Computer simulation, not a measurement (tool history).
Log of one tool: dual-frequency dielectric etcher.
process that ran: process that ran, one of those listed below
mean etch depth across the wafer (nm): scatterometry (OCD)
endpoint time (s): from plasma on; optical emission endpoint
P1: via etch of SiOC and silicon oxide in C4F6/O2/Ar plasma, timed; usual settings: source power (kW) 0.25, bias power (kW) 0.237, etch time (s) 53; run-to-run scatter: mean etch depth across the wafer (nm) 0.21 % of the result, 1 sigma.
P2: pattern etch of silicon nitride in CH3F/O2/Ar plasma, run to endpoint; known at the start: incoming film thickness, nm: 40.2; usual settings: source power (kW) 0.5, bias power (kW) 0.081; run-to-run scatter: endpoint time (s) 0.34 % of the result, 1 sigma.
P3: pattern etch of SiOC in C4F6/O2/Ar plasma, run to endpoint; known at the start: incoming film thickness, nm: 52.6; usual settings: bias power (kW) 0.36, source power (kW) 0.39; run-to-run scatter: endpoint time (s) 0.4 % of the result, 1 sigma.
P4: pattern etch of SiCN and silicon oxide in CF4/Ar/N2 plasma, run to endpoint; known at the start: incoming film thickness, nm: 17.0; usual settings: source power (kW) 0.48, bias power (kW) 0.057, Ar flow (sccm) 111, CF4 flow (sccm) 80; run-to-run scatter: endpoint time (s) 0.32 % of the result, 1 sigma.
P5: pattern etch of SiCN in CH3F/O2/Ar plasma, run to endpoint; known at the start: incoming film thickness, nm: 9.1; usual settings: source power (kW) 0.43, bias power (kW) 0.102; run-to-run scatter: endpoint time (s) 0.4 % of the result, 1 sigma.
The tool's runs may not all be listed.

run   hour  process that ran  source power (kW)  bias power (kW)  etch time (s)  Ar flow (sccm)  CF4 flow (sccm)  hours since the last wet clean  hours since the last source power generator calibration  hours since the last bias power generator calibration  mean etch depth across the wafer (nm)  endpoint time (s)
  1    4.9                P1               0.25            0.237             53                                                            171.2                                                   1809.5                                                 3240.6                                 55.385
  2    9.7                P1               0.25            0.324             71                                                              176                                                   1814.3                                                 3245.4                                 82.569
  3   12.9                P5               0.43            0.126                                                                           179.2                                                   1817.5                                                 3248.6                                                    19.222
  4   15.8                P2                0.5            0.051                                                                           182.1                                                   1820.4                                                 3251.5                                                    60.813
  5     21                P1               0.25            0.237             53                                                            187.3                                                   1825.6                                                 3256.7                                  55.33
  6   26.4                P1               0.19            0.237             53                                                            192.7                                                     1831                                                 3262.1                                 50.026
  7     30                P3               0.39            0.456                                                                           196.3                                                   1834.6                                                 3265.7                                                    18.271
  8   34.5                P4               0.48            0.057                            111              113                           200.8                                                   1839.1                                                 3270.2                                                    18.928
  9   39.3                P3               0.39             0.36                                                                           205.6                                                   1843.9                                                   3275                                                    19.882
 10   42.3                P4               0.48            0.057                             64               80                           208.6                                                   1846.9                                                   3278                                                    18.397
 11   47.7                P1               0.25            0.237           73.5                                                              214                                                   1852.3                                                 3283.4                                 76.775
 12     53                P1               0.25            0.237             53                                                            219.3                                                   1857.6                                                 3288.7                                 55.184
 13   58.4                P2                0.5            0.081                                                                           224.7                                                     1863                                                 3294.1                                                    52.416
 14   63.8                P4               0.65            0.057                            111               80                           230.1                                                   1868.4                                                 3299.5                                                     15.26
 15   66.9                P1               0.25            0.194             53                                                            233.2                                                   1871.5                                                 3302.6                                 51.586
 16   70.8                P5               0.53            0.102                                                                           237.1                                                   1875.4                                                 3306.5                                                     19.24
 17   73.3                P4               0.48            0.057                            111               80                           239.6                                                   1877.9                                                   3309                                                    19.951
 18     77                P1               0.31            0.237             53                                                            243.3                                                   1881.6                                                 3312.7                                 60.024
 19   80.9                P4               0.48            0.057                            111               80                           247.2                                                   1885.5                                                 3316.6                                                    19.929
 20   84.1                P1               0.25            0.292             53                                                            250.4                                                   1888.7                                                 3319.8                                 59.508
 21   88.8                P5               0.43            0.102                                                                           255.1                                                   1893.4                                                 3324.5                                                    20.725
 22   92.2                P1               0.25            0.237             53                                                            258.5                                                   1896.8                                                 3327.9                                 55.355
 23   95.4                P1               0.25            0.237             29                                                            261.7                                                     1900                                                 3331.1                                 30.235
 24   99.1                P1               0.25            0.237             53                                                            265.4                                                   1903.7                                                 3334.8                                 55.251
 25  102.8                P3               0.48             0.36                                                                           269.1                                                   1907.4                                                 3338.5                                                    18.384
 26  106.9                P1               0.25            0.237             53                                                            273.2                                                   1911.5                                                 3342.6                                 55.395
 27  109.4                P1               0.25            0.237             53                                                            275.7                                                     1914                                                 3345.1                                 55.221
 28  113.9                P4               0.48            0.034                            111               80                           280.2                                                   1918.5                                                 3349.6                                                     23.26
 29  117.5                P2               0.63            0.081                                                                           283.8                                                   1922.1                                                 3353.2                                                    47.696
 30  121.2                P1               0.25            0.237             53                                                            287.5                                                   1925.8                                                 3356.9                                 55.475
 31    126                P1               0.25            0.237             53                                                            292.3                                                   1930.6                                                 3361.7                                 55.746
 32  131.1                P1               0.25            0.237             53                                                            297.4                                                   1935.7                                                 3366.8                                 55.832
 33  134.2                P1               0.25            0.237             53                                                            300.5                                                   1938.8                                                 3369.9                                 56.097
     136.8  -- wet clean of the chamber
 34  138.2                P1               0.25            0.237             53                                                              1.4                                                   1942.8                                                 3373.9                                  56.13
 35  143.4                P1               0.25            0.237             53                                                              6.6                                                     1948                                                 3379.1                                 56.269
 36    146                P1               0.25            0.237             53                                                              9.2                                                   1950.6                                                 3381.7                                 55.961
 37  150.2                P1               0.25            0.237             53                                                             13.4                                                   1954.8                                                 3385.9                                 55.968

The next listed run, before its measurement:
 38  153.6                P1               0.25            0.237             53                                                             16.8                                                   1958.2                                                 3389.3                                      ?

{"run 38": {"mean etch depth across the wafer (nm)": 56.143}}

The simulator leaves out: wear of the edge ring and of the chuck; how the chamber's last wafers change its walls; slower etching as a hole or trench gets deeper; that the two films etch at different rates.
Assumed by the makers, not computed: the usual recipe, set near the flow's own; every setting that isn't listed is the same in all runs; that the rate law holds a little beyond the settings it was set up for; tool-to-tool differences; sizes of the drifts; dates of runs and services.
